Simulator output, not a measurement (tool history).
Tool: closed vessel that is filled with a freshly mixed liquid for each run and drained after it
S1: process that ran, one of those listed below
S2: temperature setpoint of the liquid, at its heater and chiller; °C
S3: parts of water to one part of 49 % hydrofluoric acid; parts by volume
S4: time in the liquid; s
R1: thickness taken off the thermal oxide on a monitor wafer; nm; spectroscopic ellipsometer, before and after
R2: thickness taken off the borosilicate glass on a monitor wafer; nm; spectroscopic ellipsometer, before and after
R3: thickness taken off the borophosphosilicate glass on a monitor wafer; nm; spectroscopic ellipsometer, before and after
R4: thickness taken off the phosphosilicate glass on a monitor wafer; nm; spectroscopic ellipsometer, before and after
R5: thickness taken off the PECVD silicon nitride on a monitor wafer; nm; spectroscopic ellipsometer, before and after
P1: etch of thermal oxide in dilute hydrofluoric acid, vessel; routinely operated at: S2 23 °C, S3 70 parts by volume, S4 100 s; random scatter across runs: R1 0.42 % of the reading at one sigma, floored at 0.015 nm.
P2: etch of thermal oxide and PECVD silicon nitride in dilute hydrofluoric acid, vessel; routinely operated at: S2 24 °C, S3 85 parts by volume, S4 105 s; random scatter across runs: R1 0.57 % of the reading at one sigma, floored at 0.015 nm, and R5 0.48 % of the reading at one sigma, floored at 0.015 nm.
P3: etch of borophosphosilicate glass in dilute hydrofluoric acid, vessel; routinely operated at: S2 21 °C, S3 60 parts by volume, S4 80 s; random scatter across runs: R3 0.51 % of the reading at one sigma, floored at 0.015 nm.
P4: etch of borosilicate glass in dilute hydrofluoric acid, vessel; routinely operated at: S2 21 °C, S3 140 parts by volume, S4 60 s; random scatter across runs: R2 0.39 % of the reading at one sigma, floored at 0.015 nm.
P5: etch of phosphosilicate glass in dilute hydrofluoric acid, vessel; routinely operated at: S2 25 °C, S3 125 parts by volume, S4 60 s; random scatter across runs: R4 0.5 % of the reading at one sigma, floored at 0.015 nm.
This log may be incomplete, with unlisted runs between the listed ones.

{"run": 1, "day": 0.362, "S1": "P1", "S2": 23, "S3": 70, "S4": 100, "R1": 6.5111}
{"run": 2, "day": 0.533, "S1": "P4", "S2": 21, "S3": 140, "S4": 60, "R2": 16.085}
{"run": 3, "day": 0.825, "S1": "P3", "S2": 21, "S3": 60, "S4": 80, "R3": 48.201}
{"run": 4, "day": 1.079, "S1": "P5", "S2": 25, "S3": 125, "S4": 60, "R4": 83.719}
{"run": 5, "day": 1.312, "S1": "P3", "S2": 21, "S3": 60, "S4": 30, "R3": 18.113}
{"run": 6, "day": 1.488, "S1": "P1", "S2": 23, "S3": 70, "S4": 100, "R1": 6.5308}
{"run": 7, "day": 1.792, "S1": "P5", "S2": 25, "S3": 125, "S4": 115, "R4": 160.21}
{"run": 8, "day": 2.146, "S1": "P1", "S2": 23, "S3": 70, "S4": 100, "R1": 6.5264}
{"run": 9, "day": 2.504, "S1": "P1", "S2": 23, "S3": 70, "S4": 35, "R1": 2.2501}
{"run": 10, "day": 2.775, "S1": "P4", "S2": 21, "S3": 140, "S4": 100, "R2": 26.72}
{"run": 11, "day": 3.05, "S1": "P1", "S2": 23, "S3": 70, "S4": 165, "R1": 10.776}
{"run": 12, "day": 3.271, "S1": "P1", "S2": 23, "S3": 70, "S4": 100, "R1": 6.4965}
{"run": 13, "day": 3.488, "S1": "P5", "S2": 25, "S3": 25, "S4": 60, "R4": 473.97}
{"run": 14, "day": 3.675, "S1": "P4", "S2": 17, "S3": 140, "S4": 60, "R2": 13.766}
{"run": 15, "day": 3.938, "S1": "P4", "S2": 21, "S3": 40, "S4": 60, "R2": 63.481}
{"run": 16, "day": 4.242, "S1": "P1", "S2": 19, "S3": 70, "S4": 100, "R1": 5.4721}
{"run": 17, "day": 4.617, "S1": "P1", "S2": 23, "S3": 35, "S4": 40, "R1": 5.4459}
{"run": 18, "day": 4.946, "S1": "P3", "S2": 21, "S3": 95, "S4": 80, "R3": 29.16}
{"run": 19, "day": 5.112, "S1": "P3", "S2": 26, "S3": 60, "S4": 80, "R3": 59.417}
{"run": 20, "day": 5.458, "S1": "P5", "S2": 29, "S3": 125, "S4": 60, "R4": 96.909}
{"run": 21, "day": 5.8, "S1": "P2", "S2": 24, "S3": 145, "S4": 105, "R1": 3.2772, "R5": 3.5097}
{"run": 22, "day": 6.004, "S1": "P1", "S2": 23, "S3": 70, "S4": 100, "R1": 6.4797}
{"run": 23, "day": 6.379, "S1": "P2", "S2": 30, "S3": 85, "S4": 105, "R1": 7.4901, "R5": 8.7232}
{"run": 24, "day": 6.746, "S1": "P1", "S2": 27.5, "S3": 70, "S4": 100, "R1": 7.7168}
{"run": 25, "day": 6.975, "S1": "P1", "S2": 23, "S3": 70, "S4": 100, "R1": 6.52}
{"run": 26, "day": 7.192, "S1": "P2", "S2": 24, "S3": 85, "S4": 105, "R1": 5.98, "R5": 5.9025}
{"run": 27, "day": 7.55, "S1": "P1", "S2": 23, "S3": 40, "S4": 100, "R1": 11.779}
{"run": 28, "day": 7.854, "S1": "P1", "S2": 23, "S3": 115, "S4": 100, "R1": 3.7115}
{"run": 29, "day": 8.171, "S1": "P2", "S2": 24, "S3": 85, "S4": 175, "R1": 9.9925, "R5": 9.7788}
{"run": 30, "day": 8.517, "S1": "P1", "S2": 23, "S3": 70, "S4": 100, "R1": 6.5117}
{"run": 31, "day": 8.8, "S1": "P1", "S2": 23, "S3": 70, "S4": 100, "R1": 6.6832}
{"run": 32, "day": 9.142, "S1": "P1", "S2": 23, "S3": 70, "S4": 100, "R1": 6.7471}
{"run": 33, "day": 9.492, "S1": "P1", "S2": 23, "S3": 70, "S4": 100, "R1": 6.8935}
{"run": 34, "day": 9.762, "S1": "P1", "S2": 23, "S3": 70, "S4": 100, "R1": 6.9566}
{"run": 35, "day": 10.092, "S1": "P1", "S2": 23, "S3": 70, "S4": 100, "R1": 6.9757}
{"run": 36, "day": 10.317, "S1": "P1", "S2": 23, "S3": 70, "S4": 100, "R1": 7.0407}
{"run": 37, "day": 10.629, "S1": "P1", "S2": 23, "S3": 70, "S4": 100, "R1": 7.026}
{"run": 38, "day": 10.862, "S1": "P1", "S2": 23, "S3": 70, "S4": 100, "R1": 6.9901}
{"run": 39, "day": 11.104, "S1": "P1", "S2": 23, "S3": 70, "S4": 100, "R1": 7.0131}
{"run": 40, "day": 11.396, "S1": "P1", "S2": 23, "S3": 70, "S4": 100, "R1": 7.0648}
{"run": 41, "day": 11.567, "S1": "P1", "S2": 23, "S3": 70, "S4": 100, "R1": 7.0886}

Compared with where it was, what P1 gives has crept away. Each cause listed below fits the log as well as the rest, at the size given for it:
A: hydrofluoric acid flow above the setpoint (%) = 8.12
B: liquid hotter than its thermometer reads (K) = 2.1
The gradual shift began around day 8.517.

Consider the 4 single-wafer check runs listed below, results given as question marks: which one distinguishes between the causes by giving clearly different results for each?
{"run": "check 1", "day": 11.738, "S1": "P3", "S2": 21, "S3": 60, "S4": 80, "R3": "?"}
{"run": "check 2", "day": 11.738, "S1": "P2", "S2": 24, "S3": 85, "S4": 105, "R1": "?", "R5": "?"}
{"run": "check 3", "day": 11.738, "S1": "P4", "S2": 21, "S3": 140, "S4": 60, "R2": "?"}
{"run": "check 4", "day": 11.738, "S1": "P5", "S2": 25, "S3": 125, "S4": 60, "R4": "?"}

What every check run would give for each of its results, assuming each possible cause in turn:
check=check_1 result=R3 if_A=52.436 if_B=52.619
check=check_2 result=R1 if_A=6.5142 if_B=6.4964
check=check_2 result=R5 if_A=6.3708 if_B=6.7734
check=check_3 result=R2 if_A=17.589 if_B=17.465
check=check_4 result=R4 if_A=91.692 if_B=90.831
How far apart the two closest causes lie, in the result that separates them most: check 1 0.35 %; check 2 6.13 %; check 3 0.71 %; check 4 0.94 %
Check 2 is the one run that separates the causes; every other check would come out nearly the same whichever cause is at work.

Check 2 was then run and gave: R1 6.4847 nm; R5 6.7991 nm. Which cause is it?

Of the candidate causes, it is B: liquid hotter than its thermometer reads (K).

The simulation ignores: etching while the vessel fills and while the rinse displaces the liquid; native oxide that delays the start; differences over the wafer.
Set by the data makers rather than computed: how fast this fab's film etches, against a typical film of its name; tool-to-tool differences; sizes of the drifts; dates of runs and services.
